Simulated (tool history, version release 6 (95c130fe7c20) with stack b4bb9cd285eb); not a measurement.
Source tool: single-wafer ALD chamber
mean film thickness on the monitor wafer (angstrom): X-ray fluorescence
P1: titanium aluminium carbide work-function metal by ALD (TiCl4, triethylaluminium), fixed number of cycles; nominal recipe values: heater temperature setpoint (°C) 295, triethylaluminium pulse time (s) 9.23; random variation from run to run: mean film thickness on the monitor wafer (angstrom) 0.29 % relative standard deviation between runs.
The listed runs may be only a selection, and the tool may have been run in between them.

run	hour	heater temperature setpoint (°C)	triethylaluminium pulse time (s)	mean film thickness on the monitor wafer (angstrom)
1	10.6	295	9.23	19.649
2	20.3	295	5.15	16.910
3	33.8	295	9.23	19.611
4	41.8	295	9.23	19.577
5	48.0	314	4.03	16.734
6	56.3	320	9.23	21.581
7	63.5	295	9.23	19.500
8	71.9	295	12.57	20.139
9	79.4	273	9.23	17.593
10	90.5	295	9.23	19.595
11	98.9	295	9.23	19.329
12	111.3	295	9.23	19.296
13	121.6	295	9.23	19.220
14	129.5	295	9.23	19.227

For run 15, what comes out?
15	138.6	295	9.23	?

{"run 15": {"mean film thickness on the monitor wafer (angstrom)": 19.2}}
